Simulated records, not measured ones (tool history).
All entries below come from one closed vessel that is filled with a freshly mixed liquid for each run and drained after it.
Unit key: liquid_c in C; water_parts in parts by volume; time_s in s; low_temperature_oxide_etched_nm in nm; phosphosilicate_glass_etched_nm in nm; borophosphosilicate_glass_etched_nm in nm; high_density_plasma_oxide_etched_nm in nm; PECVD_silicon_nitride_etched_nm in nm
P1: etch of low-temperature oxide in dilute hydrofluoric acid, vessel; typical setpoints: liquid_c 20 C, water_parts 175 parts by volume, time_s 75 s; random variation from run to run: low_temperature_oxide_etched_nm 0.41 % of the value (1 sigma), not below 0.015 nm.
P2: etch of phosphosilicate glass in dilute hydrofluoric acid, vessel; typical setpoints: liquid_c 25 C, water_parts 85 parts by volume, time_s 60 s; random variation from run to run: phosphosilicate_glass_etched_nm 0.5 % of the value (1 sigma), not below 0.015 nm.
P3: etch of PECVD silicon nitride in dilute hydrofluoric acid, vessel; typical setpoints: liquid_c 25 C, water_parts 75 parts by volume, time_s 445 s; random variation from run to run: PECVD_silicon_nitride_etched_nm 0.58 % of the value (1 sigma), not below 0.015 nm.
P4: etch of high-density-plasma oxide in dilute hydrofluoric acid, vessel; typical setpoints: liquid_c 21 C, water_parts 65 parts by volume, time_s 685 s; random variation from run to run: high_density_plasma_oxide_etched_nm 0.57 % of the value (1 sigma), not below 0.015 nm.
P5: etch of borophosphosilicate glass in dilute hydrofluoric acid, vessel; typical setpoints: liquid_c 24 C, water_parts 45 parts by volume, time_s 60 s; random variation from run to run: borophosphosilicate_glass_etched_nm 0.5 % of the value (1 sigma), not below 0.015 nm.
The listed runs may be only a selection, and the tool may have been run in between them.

run     day  process  liquid_c  water_parts  time_s  hours since the thermometer was replaced  hours since the hydrofluoric acid flow meter was replaced  low_temperature_oxide_etched_nm  phosphosilicate_glass_etched_nm  borophosphosilicate_glass_etched_nm  high_density_plasma_oxide_etched_nm  PECVD_silicon_nitride_etched_nm
  1   0.533       P1        20          175      75                                    2315.3                                                      433.6                           6.5524
  2   1.104       P2        25           85      30                                      2329                                                      447.3                                                            56.208
  3   1.388       P5      18.5           45      60                                    2335.8                                                      454.1                                                                                                 36.105
  4   1.996       P2        25           85      60                                    2350.4                                                      468.7                                                            112.61
  5   2.379       P5        24           70      60                                    2359.6                                                      477.9                                                                                                 28.331
  6   2.929       P1        17           40      75                                    2372.8                                                      491.1                           29.041
  7   3.417       P1        20          175     140                                    2384.5                                                      502.8                            12.16
  8   3.688       P2        25           85      60                                      2391                                                      509.3                                                            112.79
  9   4.246       P4        27           65     685                                    2404.4                                                      522.7                                                                                                                                      66.523
 10   4.846       P1        20          175      75                                    2418.8                                                      537.1                           6.4512
 11     5.2       P1        17          175      75                                    2427.3                                                      545.6                           5.7109
 12   5.496       P4        21           65     685                                    2434.4                                                      552.7                                                                                                                                      52.187
 13   6.004       P3        25           75     445                                    2446.6                                                      564.9                                                                                                                                                                        30.46
 14   6.629       P3        17           75     445                                    2461.6                                                      579.9                                                                                                                                                                       17.757
 15   6.996       P5        24           45      60                                    2470.4                                                      588.7                                                                                                  45.37
 16   7.425       P1        20          175      75                                    2480.7                                                        599                           6.4714
 17   7.825       P2        25          135      60                                    2490.3                                                      608.6                                                            67.757
 18   8.175       P4        21           65    1365                                    2498.7                                                        617                                                                                                                                      103.76
 19   8.558       P4        21           65     685                                    2507.9                                                      626.2                                                                                                                                      52.474
 20   9.162       P4        21          105     685                                    2522.4                                                      640.7                                                                                                                                      31.047
 21   9.725       P3        25          120     445                                    2535.9                                                      654.2                                                                                                                                                                       19.162
 22  10.233       P1        20           80      75                                    2548.1                                                      666.4                           15.688
 23  10.812       P2        17           85      60                                      2562                                                      680.3                                                            81.296
 24  11.221       P3        25           75     825                                    2571.8                                                      690.1                                                                                                                                                                       56.588
 25  11.621       P5        24           45     120                                    2581.4                                                      699.7                                                                                                 91.175
 26  11.992       P3        25           75     445                                    2590.3                                                      708.6                                                                                                                                                                       30.416
 27  12.329       P1        26          175      75                                    2598.4                                                      716.7                           8.1189
 28  12.821       P1        20          300      75                                    2610.2                                                      728.5                           3.3707
 29  13.388       P1        20          175      75                                    2623.8                                                      742.1                           6.4296
 30  14.008       P1        20          175      40                                    2638.7                                                        757                           3.4435
 31  14.396       P1        17          235      75                                      2648                                                      766.3                           4.0129
 32   14.95       P1        20          175      75                                    2661.3                                                      779.6                           6.4996
 33  15.454       P1        20          175      75                                    2673.4                                                      791.7                            6.193
 34    15.9       P1        20          175      75                                    2684.1                                                      802.4                           6.0749
 35  16.383       P1        20          175      75                                    2695.7                                                        814                           5.9837
 36  16.767       P1        20          175      75                                    2704.9                                                      823.2                           5.9369
 37  17.067       P1        20          175      75                                    2712.1                                                      830.4                           5.9517
 38  17.571       P1        20          175      75                                    2724.2                                                      842.5                           5.9216
 39  17.971       P1        20          175      75                                    2733.8                                                      852.1                           5.9154

Compared with where it was, what P1 gives has crept away. Each cause listed below fits the log as well as the rest, at the size given for it:
A: hydrofluoric acid flow below the setpoint (%) = 7.58
B: liquid colder than its thermometer reads (K) = 2.35
Onset of the creep was near day 14.95.

Each of the 4 check runs below uses one wafer; its results are left as question marks. Which run tells the causes apart?
check 1  18.371       P2        17          130      60                                                                                                                                                                      ?
check 2  18.371       P3        20           75     815                                                                                                                                                                                                                                                                                 ?
check 3  18.371       P4        21           95     685                                                                                                                                                                                                                                                ?
check 4  18.371       P5        24           65     115                                                                                                                                                                                                           ?

Outcome of each check run for each possible cause:
  check                               result    if A    if B
check 1      phosphosilicate_glass_etched_nm  46.566  46.141
check 2      PECVD_silicon_nitride_etched_nm   36.93  33.881
check 3  high_density_plasma_oxide_etched_nm  31.717  31.425
check 4  borophosphosilicate_glass_etched_nm  54.047  53.466
Distance between the nearest two causes, measured in the result of the check that separates them most: check 1 0.92 %; check 2 8.62 %; check 3 0.93 %; check 4 1.08 %
Of the check runs offered, only check 2 discriminates between the causes; the rest would read about the same regardless of which cause applies.

The results of check 2 are: PECVD_silicon_nitride_etched_nm 37.131 nm. Based on these, which of the listed causes is it?

The cause is A: hydrofluoric acid flow below the setpoint (%).
